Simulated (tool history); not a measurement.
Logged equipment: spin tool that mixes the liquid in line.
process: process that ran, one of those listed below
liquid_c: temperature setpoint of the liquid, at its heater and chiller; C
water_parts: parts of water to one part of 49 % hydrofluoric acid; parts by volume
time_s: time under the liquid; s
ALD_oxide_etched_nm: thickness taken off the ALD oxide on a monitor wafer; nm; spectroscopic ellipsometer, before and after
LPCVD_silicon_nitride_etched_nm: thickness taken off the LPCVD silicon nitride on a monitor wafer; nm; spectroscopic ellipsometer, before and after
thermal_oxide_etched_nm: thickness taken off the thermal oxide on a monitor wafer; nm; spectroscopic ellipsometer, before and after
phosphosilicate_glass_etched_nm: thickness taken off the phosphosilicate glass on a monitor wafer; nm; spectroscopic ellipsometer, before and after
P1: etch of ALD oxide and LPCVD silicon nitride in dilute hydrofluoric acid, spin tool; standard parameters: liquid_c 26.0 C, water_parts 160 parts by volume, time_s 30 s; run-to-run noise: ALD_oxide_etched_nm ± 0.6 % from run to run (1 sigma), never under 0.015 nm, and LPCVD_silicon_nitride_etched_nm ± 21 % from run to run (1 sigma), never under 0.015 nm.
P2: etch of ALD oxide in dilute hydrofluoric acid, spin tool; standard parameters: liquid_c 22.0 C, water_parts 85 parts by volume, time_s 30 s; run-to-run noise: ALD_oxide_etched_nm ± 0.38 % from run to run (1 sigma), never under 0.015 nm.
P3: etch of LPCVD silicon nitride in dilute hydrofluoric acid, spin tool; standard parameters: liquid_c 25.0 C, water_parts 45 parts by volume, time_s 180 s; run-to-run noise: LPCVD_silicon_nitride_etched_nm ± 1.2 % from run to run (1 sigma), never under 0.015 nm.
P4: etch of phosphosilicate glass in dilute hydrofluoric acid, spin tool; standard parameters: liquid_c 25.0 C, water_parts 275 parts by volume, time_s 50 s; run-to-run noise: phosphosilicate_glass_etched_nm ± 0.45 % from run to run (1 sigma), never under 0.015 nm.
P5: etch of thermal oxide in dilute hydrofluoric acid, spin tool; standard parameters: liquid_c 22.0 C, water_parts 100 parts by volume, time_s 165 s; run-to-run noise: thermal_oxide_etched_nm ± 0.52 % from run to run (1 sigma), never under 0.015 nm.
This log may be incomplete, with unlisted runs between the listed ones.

run   hour  process  liquid_c  water_parts  time_s  hours since the thermometer was replaced  hours since the hydrofluoric acid flow meter was replaced  ALD_oxide_etched_nm  LPCVD_silicon_nitride_etched_nm  thermal_oxide_etched_nm  phosphosilicate_glass_etched_nm
  1    6.9       P1      26.0          160      30                                     861.4                                                      474.0               5.0695                         0.147030
  2   14.6       P5      22.0          165     165                                     869.1                                                      481.7                                                                        4.47490
  3   21.4       P1      26.0          160      15                                     875.9                                                      488.5               2.5598                         0.078848
  4   28.8       P1      26.0          160      30                                     883.3                                                      495.9               5.0812                         0.067312
      34.6  -- hydrofluoric acid flow meter replaced
  5   34.9       P5      22.0          100     165                                     889.4                                                        0.3                                                                        7.83930
  6   39.3       P2      22.0           85      15                                     893.8                                                        4.7               4.4893
  7   43.6       P4      25.0          275      50                                     898.1                                                        9.0                                                                                                          27.588
  8   50.9       P5      26.0          100     165                                     905.4                                                       16.3                                                                        9.24120
  9   55.6       P1      26.0          160      30                                     910.1                                                       21.0               5.1545                         0.173090
 10   62.8       P1      26.0          260      30                                     917.3                                                       28.2               2.7864                         0.049221
 11   69.9       P3      25.0           45     180                                     924.4                                                       35.3                                              2.312200
 12   74.1       P4      25.0          150      50                                     928.6                                                       39.5                                                                                                          57.915
 13   81.8       P3      31.0           45     180                                     936.3                                                       47.2                                              3.413100
 14   87.6       P2      22.0           85      30                                     942.1                                                       53.0               9.0309
 15   93.1       P1      33.5          160      60                                     947.6                                                       58.5              13.2450                         0.548880
 16   97.6       P3      25.0           45     180                                     952.1                                                       63.0                                              2.308000
 17  104.7       P3      25.0           20     180                                     959.2                                                       70.1                                              5.107800
 18  110.9       P4      25.0          275      95                                     965.4                                                       76.3                                                                                                          52.636
 19  117.5       P1      26.0          160      30                                     972.0                                                       82.9               5.0839                         0.119150
 20  122.5       P1      26.0          160      30                                     977.0                                                       87.9               5.1351                         0.117570
 21  128.4       P5      22.0          100      15                                     982.9                                                       93.8                                                                        0.73994
 22  133.1       P4      17.0          275      50                                     987.6                                                       98.5                                                                                                          20.851
 23  138.7       P1      20.5          160      15                                     993.2                                                      104.1               2.0334                         0.012496
 24  144.1       P1      26.0           90      30                                     998.6                                                      109.5               9.7999                         0.228580
 25  149.5       P2      30.0           85      30                                    1004.0                                                      114.9              12.3250
 26  157.6       P1      26.0           95      60                                    1012.1                                                      123.0              18.6570                         0.596100
 27  162.3       P1      19.5          160      30                                    1016.8                                                      127.7               3.9491                         0.037323
 28  169.3       P2      22.0           85      30                                    1023.8                                                      134.7               9.0100
 29  174.4       P2      22.0          130      30                                    1028.9                                                      139.8               5.6442
 30  181.7       P3      25.0           45      15                                    1036.2                                                      147.1                                              0.209850
 31  187.5       P1      33.5          160      30                                    1042.0                                                      152.9               6.5717                         0.194850
 32  194.5       P1      26.0          160      30                                    1049.0                                                      159.9               5.0998                         0.150320
 33  198.8       P5      22.0          100     165                                    1053.3                                                      164.2                                                                        7.91250

Run 34 comes next. What will it give?
 34  204.8       P1      26.0          160      60                                    1059.3                                                      170.2                    ?                                ?

ALD_oxide_etched_nm: 10.1020 nm
LPCVD_silicon_nitride_etched_nm: 0.195870 nm

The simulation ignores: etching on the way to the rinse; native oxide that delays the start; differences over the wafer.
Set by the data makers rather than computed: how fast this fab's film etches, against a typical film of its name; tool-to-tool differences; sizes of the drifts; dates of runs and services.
